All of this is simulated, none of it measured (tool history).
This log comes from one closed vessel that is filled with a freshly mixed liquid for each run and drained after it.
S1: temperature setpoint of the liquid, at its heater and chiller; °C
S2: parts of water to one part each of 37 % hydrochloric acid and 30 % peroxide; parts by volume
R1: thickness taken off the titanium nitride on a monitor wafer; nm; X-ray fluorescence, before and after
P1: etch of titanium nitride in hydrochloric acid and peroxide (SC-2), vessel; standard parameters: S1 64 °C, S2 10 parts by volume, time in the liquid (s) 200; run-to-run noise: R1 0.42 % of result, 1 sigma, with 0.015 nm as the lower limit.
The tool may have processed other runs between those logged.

Run 1, hour 8.7: S1 64 °C, S2 10 parts by volume, time in the liquid (s) 200. Result: R1 10.252 nm.
Run 2, hour 16.9: S1 64 °C, S2 10 parts by volume, time in the liquid (s) 30. Result: R1 1.52 nm.
Run 3, hour 34.2: S1 64 °C, S2 10 parts by volume, time in the liquid (s) 200. Result: R1 10.283 nm.
Run 4, hour 50.5: S1 64 °C, S2 16.5 parts by volume, time in the liquid (s) 200. Result: R1 6.6762 nm.
Run 5, hour 64.3: S1 64 °C, S2 10 parts by volume, time in the liquid (s) 385. Result: R1 19.793 nm.
Run 6, hour 80.1: S1 64 °C, S2 10 parts by volume, time in the liquid (s) 200. Result: R1 10.249 nm.
At hour 94.6: chemicals flow meter replaced.
Run 7, hour 95.9: S1 64 °C, S2 10 parts by volume, time in the liquid (s) 200. Result: R1 10.252 nm.
Run 8, hour 105.6: S1 72 °C, S2 6 parts by volume, time in the liquid (s) 200. Result: R1 24.745 nm.
Run 9, hour 117.1: S1 64 °C, S2 4 parts by volume, time in the liquid (s) 200. Result: R1 20.494 nm.
Run 10, hour 132.6: S1 64 °C, S2 10 parts by volume, time in the liquid (s) 200. Result: R1 10.323 nm.
Run 11, hour 147.5: S1 72 °C, S2 10 parts by volume, time in the liquid (s) 200. Result: R1 16.468 nm.
Run 12, hour 157.3: S1 64 °C, S2 10 parts by volume, time in the liquid (s) 200. Result: R1 10.249 nm.
Run 13, hour 166: S1 72 °C, S2 10 parts by volume, time in the liquid (s) 60. Result: R1 4.9889 nm.
Run 14, hour 178.7: S1 48 °C, S2 10 parts by volume, time in the liquid (s) 200. Result: R1 3.622 nm.
Run 15, hour 186.7: S1 64 °C, S2 10 parts by volume, time in the liquid (s) 200. Result: R1 10.244 nm.
Run 16, hour 203.7: S1 64 °C, S2 10 parts by volume, time in the liquid (s) 200. Result: R1 10.553 nm.
Run 17, hour 214.8: S1 64 °C, S2 10 parts by volume, time in the liquid (s) 200. Result: R1 10.702 nm.

For run 18, what comes out?
Run 18, hour 231.7: S1 64 °C, S2 10 parts by volume, time in the liquid (s) 200. Result: R1 ?.

{"run 18": {"R1": 10.903}}
